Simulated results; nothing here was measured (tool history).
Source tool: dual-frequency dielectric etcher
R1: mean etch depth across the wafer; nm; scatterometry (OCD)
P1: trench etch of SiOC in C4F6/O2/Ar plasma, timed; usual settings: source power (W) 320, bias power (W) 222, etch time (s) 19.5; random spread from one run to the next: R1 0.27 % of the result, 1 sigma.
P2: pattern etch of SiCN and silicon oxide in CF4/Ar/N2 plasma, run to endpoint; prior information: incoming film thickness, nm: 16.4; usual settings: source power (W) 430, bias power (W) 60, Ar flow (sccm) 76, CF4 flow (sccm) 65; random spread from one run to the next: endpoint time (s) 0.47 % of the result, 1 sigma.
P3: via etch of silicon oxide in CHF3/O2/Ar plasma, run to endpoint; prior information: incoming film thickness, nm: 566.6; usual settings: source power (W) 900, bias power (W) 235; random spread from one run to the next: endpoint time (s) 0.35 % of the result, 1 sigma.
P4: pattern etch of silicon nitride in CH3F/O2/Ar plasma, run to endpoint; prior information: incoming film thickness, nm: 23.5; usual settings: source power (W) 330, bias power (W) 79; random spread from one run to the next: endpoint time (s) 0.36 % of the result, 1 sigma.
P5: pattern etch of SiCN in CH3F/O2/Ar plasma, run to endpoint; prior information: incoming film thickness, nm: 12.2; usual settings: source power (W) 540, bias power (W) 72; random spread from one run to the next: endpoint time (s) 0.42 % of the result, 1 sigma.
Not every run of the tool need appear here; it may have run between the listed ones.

Run 1, hour 8.5: process that ran P1, source power (W) 320, bias power (W) 222, etch time (s) 19.5. Result: R1 39.673 nm.
Run 2, hour 17.3: process that ran P1, source power (W) 320, bias power (W) 222, etch time (s) 19.5. Result: R1 39.553 nm.
Run 3, hour 23.1: process that ran P1, source power (W) 320, bias power (W) 222, etch time (s) 19.5. Result: R1 39.591 nm.
Run 4, hour 27.2: process that ran P4, source power (W) 330, bias power (W) 79. Result: endpoint time (s) 36.514.
Run 5, hour 33.4: process that ran P1, source power (W) 420, bias power (W) 222, etch time (s) 19.5. Result: R1 43.916 nm.
Run 6, hour 41.9: process that ran P5, source power (W) 540, bias power (W) 72. Result: endpoint time (s) 28.433.
Run 7, hour 48.8: process that ran P2, source power (W) 430, bias power (W) 60, Ar flow (sccm) 76, CF4 flow (sccm) 83. Result: endpoint time (s) 19.67.
Run 8, hour 54.9: process that ran P1, source power (W) 320, bias power (W) 276, etch time (s) 26. Result: R1 56.818 nm.
Run 9, hour 61.7: process that ran P1, source power (W) 250, bias power (W) 222, etch time (s) 23.5. Result: R1 43.562 nm.
Run 10, hour 68.8: process that ran P2, source power (W) 430, bias power (W) 60, Ar flow (sccm) 106, CF4 flow (sccm) 65. Result: endpoint time (s) 21.436.
Run 11, hour 74.4: process that ran P3, source power (W) 900, bias power (W) 155. Result: endpoint time (s) 254.41.
Run 12, hour 82.9: process that ran P3, source power (W) 900, bias power (W) 235. Result: endpoint time (s) 221.49.
Run 13, hour 88.1: process that ran P1, source power (W) 320, bias power (W) 222, etch time (s) 28.5. Result: R1 57.755 nm.
Run 14, hour 92.5: process that ran P5, source power (W) 670, bias power (W) 72. Result: endpoint time (s) 26.108.
Run 15, hour 101.2: process that ran P2, source power (W) 610, bias power (W) 60, Ar flow (sccm) 76, CF4 flow (sccm) 65. Result: endpoint time (s) 15.014.
Run 16, hour 105.8: process that ran P5, source power (W) 540, bias power (W) 95. Result: endpoint time (s) 25.889.
Run 17, hour 112.7: process that ran P1, source power (W) 320, bias power (W) 180, etch time (s) 19.5. Result: R1 36.908 nm.
Run 18, hour 121.6: process that ran P1, source power (W) 190, bias power (W) 222, etch time (s) 19.5. Result: R1 32.655 nm.
Run 19, hour 128.2: process that ran P1, source power (W) 320, bias power (W) 222, etch time (s) 19.5. Result: R1 39.535 nm.
Run 20, hour 136.9: process that ran P2, source power (W) 430, bias power (W) 60, Ar flow (sccm) 76, CF4 flow (sccm) 65. Result: endpoint time (s) 20.589.
Run 21, hour 142.1: process that ran P3, source power (W) 1210, bias power (W) 235. Result: endpoint time (s) 196.3.

The next listed run, before its measurement:
Run 22, hour 147.5: process that ran P1, source power (W) 320, bias power (W) 222, etch time (s) 19.5. Result: R1 ?.

{"run 22": {"R1": 39.57}}
